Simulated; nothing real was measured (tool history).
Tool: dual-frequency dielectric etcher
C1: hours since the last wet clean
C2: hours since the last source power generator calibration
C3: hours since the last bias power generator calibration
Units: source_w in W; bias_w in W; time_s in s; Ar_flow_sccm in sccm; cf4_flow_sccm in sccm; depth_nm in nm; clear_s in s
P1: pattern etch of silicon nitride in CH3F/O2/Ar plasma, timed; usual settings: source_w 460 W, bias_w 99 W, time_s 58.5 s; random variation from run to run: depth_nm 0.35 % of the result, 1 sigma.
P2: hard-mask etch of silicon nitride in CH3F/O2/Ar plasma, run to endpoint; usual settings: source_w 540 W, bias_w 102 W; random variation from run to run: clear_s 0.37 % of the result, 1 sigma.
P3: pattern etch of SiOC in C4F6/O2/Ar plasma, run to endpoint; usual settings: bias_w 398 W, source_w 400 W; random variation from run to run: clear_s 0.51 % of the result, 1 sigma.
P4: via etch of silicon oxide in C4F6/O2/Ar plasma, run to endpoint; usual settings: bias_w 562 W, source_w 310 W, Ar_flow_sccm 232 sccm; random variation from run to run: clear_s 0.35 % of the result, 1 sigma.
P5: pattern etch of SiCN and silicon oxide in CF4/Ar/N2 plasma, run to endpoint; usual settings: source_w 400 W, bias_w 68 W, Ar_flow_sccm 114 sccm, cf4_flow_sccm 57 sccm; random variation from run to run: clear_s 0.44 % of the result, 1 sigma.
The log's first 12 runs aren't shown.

run 13 hour=97.2 | process=P5 source_w=400 bias_w=68 Ar_flow_sccm=114 cf4_flow_sccm=75 | C1=517.5 C2=23.3 C3=807.4 | clear_s=13.453
run 14 hour=105.5 | process=P3 source_w=400 bias_w=254 | C1=525.8 C2=31.6 C3=815.7 | clear_s=18.261
run 15 hour=111.2 | process=P1 source_w=460 bias_w=115 time_s=78.5 | C1=531.5 C2=37.3 C3=821.4 | depth_nm=67.856
run 16 hour=116.1 | process=P1 source_w=460 bias_w=99 time_s=86 | C1=536.4 C2=42.2 C3=826.3 | depth_nm=70.166
run 17 hour=125.3 | process=P1 source_w=280 bias_w=99 time_s=58.5 | C1=545.6 C2=51.4 C3=835.5 | depth_nm=39.867
run 18 hour=135.1 | process=P1 source_w=460 bias_w=99 time_s=58.5 | C1=555.4 C2=61.2 C3=845.3 | depth_nm=47.668
run 19 hour=144.5 | process=P1 source_w=460 bias_w=99 time_s=58.5 | C1=564.8 C2=70.6 C3=854.7 | depth_nm=48.188
run 20 hour=151.6 | process=P5 source_w=400 bias_w=44 Ar_flow_sccm=114 cf4_flow_sccm=57 | C1=571.9 C2=77.7 C3=861.8 | clear_s=16.179
run 21 hour=158.4 | process=P1 source_w=460 bias_w=60 time_s=58.5 | C1=578.7 C2=84.5 C3=868.6 | depth_nm=40.117
run 22 hour=168.4 | process=P1 source_w=460 bias_w=99 time_s=58.5 | C1=588.7 C2=94.5 C3=878.6 | depth_nm=47.83
run 23 hour=177.7 | process=P5 source_w=400 bias_w=68 Ar_flow_sccm=114 cf4_flow_sccm=57 | C1=598 C2=103.8 C3=887.9 | clear_s=14.017
run 24 hour=184.8 | process=P1 source_w=460 bias_w=118 time_s=72 | C1=605.1 C2=110.9 C3=895 | depth_nm=62.701
run 25 hour=192.1 | process=P2 source_w=540 bias_w=60 | C1=612.4 C2=118.2 C3=902.3 | clear_s=67.77

Forecast run 26:
run 26 hour=197.6 | process=P4 source_w=310 bias_w=562 Ar_flow_sccm=328 | C1=617.9 C2=123.7 C3=907.8 | clear_s=?

clear_s: 24.239 s
